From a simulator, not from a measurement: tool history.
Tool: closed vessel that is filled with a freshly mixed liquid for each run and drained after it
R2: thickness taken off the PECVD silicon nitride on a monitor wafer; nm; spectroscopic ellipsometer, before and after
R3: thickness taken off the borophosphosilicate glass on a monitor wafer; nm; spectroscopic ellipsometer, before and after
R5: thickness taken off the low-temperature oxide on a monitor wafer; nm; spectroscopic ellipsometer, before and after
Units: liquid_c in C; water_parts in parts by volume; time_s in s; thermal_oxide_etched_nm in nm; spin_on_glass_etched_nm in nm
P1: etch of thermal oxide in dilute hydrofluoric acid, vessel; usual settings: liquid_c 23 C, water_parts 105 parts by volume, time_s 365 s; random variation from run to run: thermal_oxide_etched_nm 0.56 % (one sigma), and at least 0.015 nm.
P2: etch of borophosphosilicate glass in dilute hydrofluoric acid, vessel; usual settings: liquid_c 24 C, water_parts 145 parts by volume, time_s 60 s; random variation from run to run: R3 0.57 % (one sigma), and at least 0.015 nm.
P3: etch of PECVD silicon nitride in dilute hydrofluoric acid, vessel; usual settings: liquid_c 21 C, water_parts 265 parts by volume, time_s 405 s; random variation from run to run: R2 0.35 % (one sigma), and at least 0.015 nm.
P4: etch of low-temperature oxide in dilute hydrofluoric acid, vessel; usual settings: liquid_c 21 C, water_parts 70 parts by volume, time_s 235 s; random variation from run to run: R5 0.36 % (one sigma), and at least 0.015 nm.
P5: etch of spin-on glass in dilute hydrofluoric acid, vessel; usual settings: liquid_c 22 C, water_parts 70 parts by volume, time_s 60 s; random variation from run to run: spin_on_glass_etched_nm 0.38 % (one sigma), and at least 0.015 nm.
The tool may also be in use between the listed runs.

{"run": 1, "hour": 6.5, "process": "P1", "liquid_c": 23, "water_parts": 105, "time_s": 365, "thermal_oxide_etched_nm": 15.559}
{"run": 2, "hour": 11.3, "process": "P3", "liquid_c": 21, "water_parts": 265, "time_s": 405, "R2": 7.2841}
{"run": 3, "hour": 14.8, "process": "P2", "liquid_c": 24, "water_parts": 145, "time_s": 60, "R3": 26.195}
{"run": 4, "hour": 21.2, "process": "P2", "liquid_c": 30.5, "water_parts": 145, "time_s": 60, "R3": 33.114}
{"run": 5, "hour": 24.5, "process": "P5", "liquid_c": 22, "water_parts": 70, "time_s": 95, "spin_on_glass_etched_nm": 74.815}
{"run": 6, "hour": 27.7, "process": "P1", "liquid_c": 23, "water_parts": 105, "time_s": 175, "thermal_oxide_etched_nm": 7.4629}
{"run": 7, "hour": 31.4, "process": "P3", "liquid_c": 21, "water_parts": 265, "time_s": 405, "R2": 7.2511}
{"run": 8, "hour": 37.8, "process": "P3", "liquid_c": 27, "water_parts": 265, "time_s": 405, "R2": 10.499}
{"run": 9, "hour": 43.6, "process": "P4", "liquid_c": 21, "water_parts": 70, "time_s": 235, "R5": 38.641}
{"run": 10, "hour": 49.3, "process": "P1", "liquid_c": 23, "water_parts": 105, "time_s": 365, "thermal_oxide_etched_nm": 15.617}
{"run": 11, "hour": 54.2, "process": "P1", "liquid_c": 23, "water_parts": 105, "time_s": 365, "thermal_oxide_etched_nm": 15.426}
{"run": 12, "hour": 57.5, "process": "P3", "liquid_c": 21, "water_parts": 80, "time_s": 405, "R2": 23.453}
{"run": 13, "hour": 61.3, "process": "P5", "liquid_c": 27.5, "water_parts": 70, "time_s": 60, "spin_on_glass_etched_nm": 59.359}
{"run": 14, "hour": 66.7, "process": "P1", "liquid_c": 23, "water_parts": 155, "time_s": 365, "thermal_oxide_etched_nm": 10.049}
{"run": 15, "hour": 72.2, "process": "P4", "liquid_c": 21, "water_parts": 70, "time_s": 235, "R5": 38.882}
{"run": 16, "hour": 75.7, "process": "P4", "liquid_c": 21, "water_parts": 70, "time_s": 120, "R5": 19.728}
{"run": 17, "hour": 78.9, "process": "P1", "liquid_c": 23, "water_parts": 105, "time_s": 365, "thermal_oxide_etched_nm": 15.734}
{"run": 18, "hour": 85.4, "process": "P1", "liquid_c": 23, "water_parts": 105, "time_s": 680, "thermal_oxide_etched_nm": 29.045}
{"run": 19, "hour": 91.5, "process": "P1", "liquid_c": 23, "water_parts": 50, "time_s": 365, "thermal_oxide_etched_nm": 35.203}
{"run": 20, "hour": 96.2, "process": "P4", "liquid_c": 21, "water_parts": 35, "time_s": 235, "R5": 80.678}
{"run": 21, "hour": 100.2, "process": "P2", "liquid_c": 24, "water_parts": 145, "time_s": 60, "R3": 26.162}
{"run": 22, "hour": 103.2, "process": "P1", "liquid_c": 31, "water_parts": 105, "time_s": 365, "thermal_oxide_etched_nm": 21.294}
{"run": 23, "hour": 107.8, "process": "P2", "liquid_c": 24, "water_parts": 145, "time_s": 30, "R3": 13.203}
{"run": 24, "hour": 113.4, "process": "P2", "liquid_c": 24, "water_parts": 35, "time_s": 60, "R3": 125.07}
{"run": 25, "hour": 116.4, "process": "P5", "liquid_c": 22, "water_parts": 125, "time_s": 60, "spin_on_glass_etched_nm": 25.089}
{"run": 26, "hour": 120.6, "process": "P1", "liquid_c": 17, "water_parts": 105, "time_s": 365, "thermal_oxide_etched_nm": 12.141}
{"run": 27, "hour": 124.2, "process": "P3", "liquid_c": 21, "water_parts": 265, "time_s": 740, "R2": 13.22}
{"run": 28, "hour": 130.4, "process": "P5", "liquid_c": 22, "water_parts": 70, "time_s": 60, "spin_on_glass_etched_nm": 47.92}
{"run": 29, "hour": 133.9, "process": "P1", "liquid_c": 23, "water_parts": 105, "time_s": 365, "thermal_oxide_etched_nm": 15.704}
{"run": 30, "hour": 138.8, "process": "P5", "liquid_c": 22, "water_parts": 70, "time_s": 60, "spin_on_glass_etched_nm": 47.403}
{"run": 31, "hour": 144.6, "process": "P1", "liquid_c": 18, "water_parts": 105, "time_s": 560, "thermal_oxide_etched_nm": 19.452}
{"run": 32, "hour": 149.5, "process": "P4", "liquid_c": 26.5, "water_parts": 70, "time_s": 235, "R5": 48.588}
{"run": 33, "hour": 155.0, "process": "P1", "liquid_c": 23, "water_parts": 140, "time_s": 710, "thermal_oxide_etched_nm": 21.772}
{"run": 34, "hour": 158.6, "process": "P1", "liquid_c": 23, "water_parts": 105, "time_s": 365, "thermal_oxide_etched_nm": 15.474}
{"run": 35, "hour": 163.5, "process": "P1", "liquid_c": 23, "water_parts": 105, "time_s": 365, "thermal_oxide_etched_nm": 16.048}
{"run": 36, "hour": 167.1, "process": "P1", "liquid_c": 23, "water_parts": 105, "time_s": 365, "thermal_oxide_etched_nm": 16.106}
{"run": 37, "hour": 172.2, "process": "P1", "liquid_c": 23, "water_parts": 105, "time_s": 365, "thermal_oxide_etched_nm": 16.359}
{"run": 38, "hour": 177.8, "process": "P1", "liquid_c": 23, "water_parts": 105, "time_s": 365, "thermal_oxide_etched_nm": 16.445}
{"run": 39, "hour": 182.7, "process": "P1", "liquid_c": 23, "water_parts": 105, "time_s": 365, "thermal_oxide_etched_nm": 16.753}
{"run": 40, "hour": 188.5, "process": "P1", "liquid_c": 23, "water_parts": 105, "time_s": 365, "thermal_oxide_etched_nm": 16.504}
{"run": 41, "hour": 191.7, "process": "P1", "liquid_c": 23, "water_parts": 105, "time_s": 365, "thermal_oxide_etched_nm": 16.82}
{"run": 42, "hour": 195.2, "process": "P1", "liquid_c": 23, "water_parts": 105, "time_s": 365, "thermal_oxide_etched_nm": 16.781}
{"run": 43, "hour": 200.0, "process": "P1", "liquid_c": 23, "water_parts": 105, "time_s": 365, "thermal_oxide_etched_nm": 16.767}

What P1 gives has crept away from where it was. These 2 causes fit the log equally well, each at the size given:
A: hydrofluoric acid flow above the setpoint (%) = 6.4
B: liquid hotter than its thermometer reads (K) = 1.76
The creep began at about hour 158.6.

4 check runs are offered, one wafer each, their results left as question marks. Which one tells the causes apart?
{"run": "check 1", "hour": 204.8, "process": "P3", "liquid_c": 21, "water_parts": 265, "time_s": 405, "R2": "?"}
{"run": "check 2", "hour": 204.8, "process": "P5", "liquid_c": 22, "water_parts": 70, "time_s": 60, "spin_on_glass_etched_nm": "?"}
{"run": "check 3", "hour": 204.8, "process": "P2", "liquid_c": 24, "water_parts": 145, "time_s": 60, "R3": "?"}
{"run": "check 4", "hour": 204.8, "process": "P4", "liquid_c": 21, "water_parts": 70, "time_s": 235, "R5": "?"}

What each check would give under each cause:
check=check_1 result=R2 if_A=7.7153 if_B=8.1154
check=check_2 result=spin_on_glass_etched_nm if_A=50.866 if_B=51.109
check=check_3 result=R3 if_A=28.234 if_B=28.088
check=check_4 result=R5 if_A=41.384 if_B=41.612
How far apart the two closest causes lie, in the result that separates them most: check 1 5.06 %; check 2 0.48 %; check 3 0.52 %; check 4 0.55 %
Only check 1 tells the causes apart: in the others they would give nearly the same result.

Then check 1 was run and gave: R2 8.1174 nm. Which cause is it?

It is B: liquid hotter than its thermometer reads (K).
